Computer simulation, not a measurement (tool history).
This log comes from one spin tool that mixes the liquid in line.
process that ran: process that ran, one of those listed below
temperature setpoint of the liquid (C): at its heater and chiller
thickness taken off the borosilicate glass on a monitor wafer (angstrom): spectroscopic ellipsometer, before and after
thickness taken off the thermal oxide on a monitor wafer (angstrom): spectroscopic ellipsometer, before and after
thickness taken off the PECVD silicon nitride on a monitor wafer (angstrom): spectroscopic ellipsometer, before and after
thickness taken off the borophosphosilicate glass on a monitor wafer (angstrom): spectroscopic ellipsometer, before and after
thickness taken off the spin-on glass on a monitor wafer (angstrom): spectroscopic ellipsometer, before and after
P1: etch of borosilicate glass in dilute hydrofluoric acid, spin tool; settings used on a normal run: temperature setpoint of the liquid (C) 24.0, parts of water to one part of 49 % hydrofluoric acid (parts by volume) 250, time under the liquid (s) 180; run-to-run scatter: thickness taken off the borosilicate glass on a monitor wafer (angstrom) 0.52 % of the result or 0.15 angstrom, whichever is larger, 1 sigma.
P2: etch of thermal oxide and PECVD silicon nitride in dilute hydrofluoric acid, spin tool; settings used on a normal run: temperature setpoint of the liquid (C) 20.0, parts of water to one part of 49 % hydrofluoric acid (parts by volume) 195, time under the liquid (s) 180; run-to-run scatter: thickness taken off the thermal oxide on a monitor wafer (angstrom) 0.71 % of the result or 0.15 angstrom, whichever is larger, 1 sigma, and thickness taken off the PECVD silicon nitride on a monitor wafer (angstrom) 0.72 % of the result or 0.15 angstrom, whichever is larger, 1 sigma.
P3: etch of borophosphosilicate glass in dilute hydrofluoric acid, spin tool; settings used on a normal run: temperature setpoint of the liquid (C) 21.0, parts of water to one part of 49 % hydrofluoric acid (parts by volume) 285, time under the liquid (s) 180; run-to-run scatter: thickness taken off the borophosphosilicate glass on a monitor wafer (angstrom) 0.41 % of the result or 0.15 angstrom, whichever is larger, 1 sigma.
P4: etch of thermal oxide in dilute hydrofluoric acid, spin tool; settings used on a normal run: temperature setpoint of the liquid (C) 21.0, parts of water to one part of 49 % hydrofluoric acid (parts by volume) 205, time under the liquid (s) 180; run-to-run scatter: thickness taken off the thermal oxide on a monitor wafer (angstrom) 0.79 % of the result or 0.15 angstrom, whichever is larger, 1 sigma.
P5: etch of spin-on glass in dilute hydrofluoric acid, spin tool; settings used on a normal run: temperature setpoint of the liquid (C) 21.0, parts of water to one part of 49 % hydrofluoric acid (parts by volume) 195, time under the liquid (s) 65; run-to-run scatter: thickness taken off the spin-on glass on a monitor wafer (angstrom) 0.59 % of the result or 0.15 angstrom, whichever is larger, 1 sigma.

| run | hour | process that ran | temperature setpoint of the liquid (C) | parts of water to one part of 49 % hydrofluoric acid (parts by volume) | time under the liquid (s) | hours since the thermometer was replaced | hours since the hydrofluoric acid flow meter was replaced | thickness taken off the borosilicate glass on a monitor wafer (angstrom) | thickness taken off the thermal oxide on a monitor wafer (angstrom) | thickness taken off the PECVD silicon nitride on a monitor wafer (angstrom) | thickness taken off the borophosphosilicate glass on a monitor wafer (angstrom) | thickness taken off the spin-on glass on a monitor wafer (angstrom) |
|---|---|---|---|---|---|---|---|---|---|---|---|---|
| 1 | 8.1 | P1 | 24.0 | 250 | 180 | 907.0 | 818.1 | 163.540 |  |  |  |  |
| 2 | 17.1 | P2 | 20.0 | 195 | 30 | 916.0 | 827.1 |  | 5.4372 | 5.249 |  |  |
| 3 | 22.6 | P1 | 24.0 | 250 | 180 | 921.5 | 832.6 | 162.680 |  |  |  |  |
| 4 | 28.2 | P1 | 24.0 | 125 | 180 | 927.1 | 838.2 | 376.270 |  |  |  |  |
| 5 | 36.1 | P1 | 29.0 | 250 | 180 | 935.0 | 846.1 | 193.060 |  |  |  |  |
| 6 | 40.2 | P2 | 20.0 | 195 | 180 | 939.1 | 850.2 |  | 32.6380 | 31.466 |  |  |
| 7 | 45.4 | P3 | 17.0 | 285 | 180 | 944.3 | 855.4 |  |  |  | 128.160 |  |
| 8 | 51.9 | P1 | 24.0 | 250 | 180 | 950.8 | 861.9 | 162.800 |  |  |  |  |
| 9 | 59.4 | P3 | 21.0 | 285 | 180 | 958.3 | 869.4 |  |  |  | 149.300 |  |
| 10 | 66.3 | P3 | 21.0 | 285 | 310 | 965.2 | 876.3 |  |  |  | 257.650 |  |
| 11 | 70.4 | P1 | 24.0 | 395 | 265 | 969.3 | 880.4 | 132.170 |  |  |  |  |
| 12 | 76.4 | P1 | 24.0 | 250 | 180 | 975.3 | 886.4 | 162.600 |  |  |  |  |
| 13 | 81.9 | P5 | 21.0 | 195 | 65 | 980.8 | 891.9 |  |  |  |  | 61.246 |
| 14 | 88.6 | P1 | 24.0 | 250 | 180 | 987.5 | 898.6 | 163.650 |  |  |  |  |
| 15 | 96.4 | P4 | 21.0 | 95 | 180 | 995.3 | 906.4 |  | 75.3190 |  |  |  |
| 16 | 102.0 | P1 | 24.0 | 250 | 25 | 1000.9 | 912.0 | 22.907 |  |  |  |  |
| 17 | 106.2 | P4 | 26.5 | 205 | 180 | 1005.1 | 916.2 |  | 38.5060 |  |  |  |
| 18 | 112.7 | P2 | 20.0 | 195 | 180 | 1011.6 | 922.7 |  | 32.4670 | 31.936 |  |  |
| 19 | 121.4 | P1 | 24.0 | 440 | 180 | 1020.3 | 931.4 | 78.265 |  |  |  |  |
| 20 | 130.3 | P3 | 21.0 | 285 | 180 | 1029.2 | 940.3 |  |  |  | 149.370 |  |
| 21 | 138.4 | P5 | 21.0 | 195 | 15 | 1037.3 | 948.4 |  |  |  |  | 13.921 |
| 22 | 144.3 | P4 | 21.0 | 205 | 90 | 1043.2 | 954.3 |  | 15.6770 |  |  |  |
| 23 | 149.4 | P1 | 24.0 | 250 | 295 | 1048.3 | 959.4 | 266.790 |  |  |  |  |
| 24 | 155.8 | P1 | 24.0 | 250 | 180 | 1054.7 | 965.8 | 164.860 |  |  |  |  |
| 25 | 159.8 | P1 | 18.5 | 250 | 180 | 1058.7 | 969.8 | 133.110 |  |  |  |  |
| 26 | 167.6 | P5 | 28.5 | 195 | 65 | 1066.5 | 977.6 |  |  |  |  | 79.876 |
| 27 | 176.5 | P4 | 21.0 | 205 | 180 | 1075.4 | 986.5 |  | 30.8350 |  |  |  |
| 28 | 184.8 | P5 | 21.0 | 85 | 65 | 1083.7 | 994.8 |  |  |  |  | 157.360 |
| 29 | 191.6 | P4 | 21.0 | 205 | 180 | 1090.5 | 1001.6 |  | 31.0320 |  |  |  |
| 30 | 199.6 | P2 | 20.0 | 65 | 180 | 1098.5 | 1009.6 |  | 111.3200 | 92.245 |  |  |
| 31 | 204.9 | P3 | 21.0 | 430 | 180 | 1103.8 | 1014.9 |  |  |  | 86.935 |  |
| 32 | 212.9 | P2 | 27.0 | 195 | 180 | 1111.8 | 1022.9 |  | 42.1890 | 49.282 |  |  |

What will run 33 give?
| 33 | 218.1 | P1 | 24.0 | 250 | 180 | 1117.0 | 1028.1 | ? |  |  |  |  |

For run 33 the tool returned thickness taken off the borosilicate glass on a monitor wafer (angstrom) 162.440.

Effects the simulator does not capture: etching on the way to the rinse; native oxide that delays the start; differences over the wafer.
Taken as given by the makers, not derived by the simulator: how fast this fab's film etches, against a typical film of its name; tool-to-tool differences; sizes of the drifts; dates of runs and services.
